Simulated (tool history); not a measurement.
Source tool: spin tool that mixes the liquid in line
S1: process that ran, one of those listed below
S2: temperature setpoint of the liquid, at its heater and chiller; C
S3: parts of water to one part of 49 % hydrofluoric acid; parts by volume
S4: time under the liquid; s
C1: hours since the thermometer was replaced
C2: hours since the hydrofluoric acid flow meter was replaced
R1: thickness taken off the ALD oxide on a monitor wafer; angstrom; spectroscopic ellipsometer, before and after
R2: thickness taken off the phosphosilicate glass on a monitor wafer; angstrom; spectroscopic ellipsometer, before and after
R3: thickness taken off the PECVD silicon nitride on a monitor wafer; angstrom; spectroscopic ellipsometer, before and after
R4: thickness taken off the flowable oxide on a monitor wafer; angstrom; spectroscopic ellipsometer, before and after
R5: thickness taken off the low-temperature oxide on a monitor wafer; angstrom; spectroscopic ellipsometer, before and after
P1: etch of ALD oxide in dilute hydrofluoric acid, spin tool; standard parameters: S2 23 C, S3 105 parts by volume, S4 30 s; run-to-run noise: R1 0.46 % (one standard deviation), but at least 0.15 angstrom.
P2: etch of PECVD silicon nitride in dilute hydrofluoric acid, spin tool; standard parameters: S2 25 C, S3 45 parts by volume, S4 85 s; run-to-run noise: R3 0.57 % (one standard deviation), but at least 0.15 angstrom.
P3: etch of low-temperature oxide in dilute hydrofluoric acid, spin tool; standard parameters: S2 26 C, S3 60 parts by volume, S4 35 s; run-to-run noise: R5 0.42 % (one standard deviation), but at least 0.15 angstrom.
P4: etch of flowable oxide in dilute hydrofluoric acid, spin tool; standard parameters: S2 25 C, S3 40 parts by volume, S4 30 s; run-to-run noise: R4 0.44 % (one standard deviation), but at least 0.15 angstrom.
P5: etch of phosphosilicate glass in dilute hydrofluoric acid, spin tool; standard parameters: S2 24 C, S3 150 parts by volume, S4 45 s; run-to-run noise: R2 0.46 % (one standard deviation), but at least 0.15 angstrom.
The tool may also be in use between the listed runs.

| run | day | S1 | S2 | S3 | S4 | C1 | C2 | R1 | R2 | R3 | R4 | R5 |
|---|---|---|---|---|---|---|---|---|---|---|---|---|
| 1 | 0.429 | P1 | 23 | 105 | 30 | 730.6 | 331.4 | 64.531 |  |  |  |  |
| 2 | 1.083 | P5 | 24 | 25 | 45 | 746.3 | 347.1 |  | 1710 |  |  |  |
| 3 | 1.533 | P2 | 25 | 45 | 85 | 757.1 | 357.9 |  |  | 111.6 |  |  |
| 4 | 2.158 | P4 | 25 | 40 | 30 | 772.1 | 372.9 |  |  |  | 441 |  |
| 5 | 2.512 | P4 | 25 | 40 | 30 | 780.6 | 381.4 |  |  |  | 436.89 |  |
| 6 | 3.021 | P1 | 23 | 175 | 30 | 792.8 | 393.6 | 35.442 |  |  |  |  |
| 7 | 3.529 | P2 | 25 | 65 | 85 | 805 | 405.8 |  |  | 77.969 |  |  |
| 8 | 3.983 | P1 | 28.5 | 105 | 30 | 815.9 | 416.7 | 79.732 |  |  |  |  |
| 9 | 4.475 | P2 | 25 | 45 | 15 | 827.7 | 428.5 |  |  | 19.846 |  |  |
| 10 | 4.842 | P1 | 23 | 105 | 60 | 836.5 | 437.3 | 129.23 |  |  |  |  |
| 11 | 5.292 | P1 | 17 | 105 | 30 | 847.3 | 448.1 | 50.497 |  |  |  |  |
| 12 | 5.808 | P1 | 30 | 25 | 30 | 859.7 | 460.5 | 398.71 |  |  |  |  |
| 13 | 6.333 | P3 | 26 | 20 | 35 | 872.3 | 473.1 |  |  |  |  | 300.25 |
| 14 | 6.867 | P3 | 32.5 | 60 | 35 | 885.1 | 485.9 |  |  |  |  | 123.02 |
| 15 | 7.533 | P1 | 23 | 105 | 15 | 901.1 | 501.9 | 32.307 |  |  |  |  |
| 16 | 8.025 | P3 | 26 | 60 | 50 | 912.9 | 513.7 |  |  |  |  | 136.66 |
| 17 | 8.65 | P4 | 32.5 | 40 | 30 | 927.9 | 528.7 |  |  |  | 588.11 |  |
| 18 | 9.138 | P4 | 25 | 40 | 50 | 939.6 | 540.4 |  |  |  | 734.53 |  |
| 19 | 9.75 | P1 | 23 | 105 | 30 | 954.3 | 555.1 | 63.216 |  |  |  |  |
| 20 | 10.121 | P4 | 25 | 60 | 30 | 963.2 | 564 |  |  |  | 284.57 |  |
| 21 | 10.65 | P2 | 25 | 45 | 85 | 975.9 | 576.7 |  |  | 110.72 |  |  |
| 22 | 10.983 | P5 | 24 | 150 | 85 | 983.9 | 584.7 |  | 462.44 |  |  |  |
| 23 | 11.442 | P1 | 23 | 65 | 30 | 994.9 | 595.7 | 108.78 |  |  |  |  |
| 24 | 12.092 | P1 | 23 | 105 | 30 | 1010.5 | 611.3 | 64.04 |  |  |  |  |
| 25 | 12.704 | P1 | 23 | 105 | 30 | 1025.2 | 626 | 64.264 |  |  |  |  |
| 26 | 13.092 | P5 | 24 | 150 | 45 | 1034.5 | 635.3 |  | 243.97 |  |  |  |
| 27 | 13.633 | P2 | 19 | 45 | 85 | 1047.5 | 648.3 |  |  | 73.403 |  |  |
| 28 | 13.929 | P3 | 26 | 60 | 35 | 1054.6 | 655.4 |  |  |  |  | 95.177 |
| 29 | 14.517 | P5 | 18 | 150 | 45 | 1068.7 | 669.5 |  | 192.96 |  |  |  |
| 30 | 15.162 | P1 | 23 | 35 | 50 | 1084.2 | 685 | 351.63 |  |  |  |  |
| 31 | 15.475 | P1 | 23 | 105 | 30 | 1091.7 | 692.5 | 64.38 |  |  |  |  |
| 32 | 16.108 | P1 | 23 | 105 | 30 | 1106.9 | 707.7 | 63.846 |  |  |  |  |
| 33 | 16.629 | P1 | 23 | 105 | 30 | 1119.4 | 720.2 | 62.587 |  |  |  |  |
| 34 | 17.142 | P1 | 23 | 105 | 30 | 1131.7 | 732.5 | 61.122 |  |  |  |  |
| 35 | 17.8 | P1 | 23 | 105 | 30 | 1147.5 | 748.3 | 60.664 |  |  |  |  |
| 36 | 18.45 | P1 | 23 | 105 | 30 | 1163.1 | 763.9 | 60.122 |  |  |  |  |
| 37 | 18.792 | P1 | 23 | 105 | 30 | 1171.3 | 772.1 | 59.967 |  |  |  |  |
| 38 | 19.096 | P1 | 23 | 105 | 30 | 1178.6 | 779.4 | 59.979 |  |  |  |  |
| 39 | 19.571 | P1 | 23 | 105 | 30 | 1190 | 790.8 | 60.075 |  |  |  |  |
| 40 | 20.075 | P1 | 23 | 105 | 30 | 1202.1 | 802.9 | 59.821 |  |  |  |  |

Compared with where it was, what P1 gives has crept away. Each cause listed below fits the log as well as the rest, at the size given for it:
A: liquid colder than its thermometer reads (K) = 1.69
B: hydrofluoric acid flow below the setpoint (%) = 5.83
At approximately day 16.108, the process output began to creep.

Which of the 4 check runs listed below separates the causes, so that each cause would produce a clearly different result? Each run uses one wafer, and its results are marked with question marks.
| check 1 | 20.579 | P2 | 21 | 45 | 35 |  |  |  |  | ? |  |  |
| check 2 | 20.579 | P4 | 31 | 40 | 30 |  |  |  |  |  | ? |  |
| check 3 | 20.579 | P5 | 18.5 | 150 | 80 |  |  |  | ? |  |  |  |
| check 4 | 20.579 | P3 | 29 | 60 | 35 |  |  |  |  |  |  | ? |

What every check run would give for each of its results, assuming each possible cause in turn:
| check | result | if A | if B |
|---|---|---|---|
| check 1 | R3 | 30.974 | 32.857 |
| check 2 | R4 | 522.06 | 523.51 |
| check 3 | R2 | 326.08 | 325.9 |
| check 4 | R5 | 100.09 | 100.21 |
Per check, the gap between the least separated pair of causes, taken in the result that splits them most: check 1 5.9 %; check 2 0.28 %; check 3 0.05 %; check 4 0.12 %
Check 1 is the one run that separates the causes; every other check would come out nearly the same whichever cause is at work.

With check 1 done, the readings were: R3 32.784 angstrom. Identify which of the listed causes applies.

The cause is B: hydrofluoric acid flow below the setpoint (%).
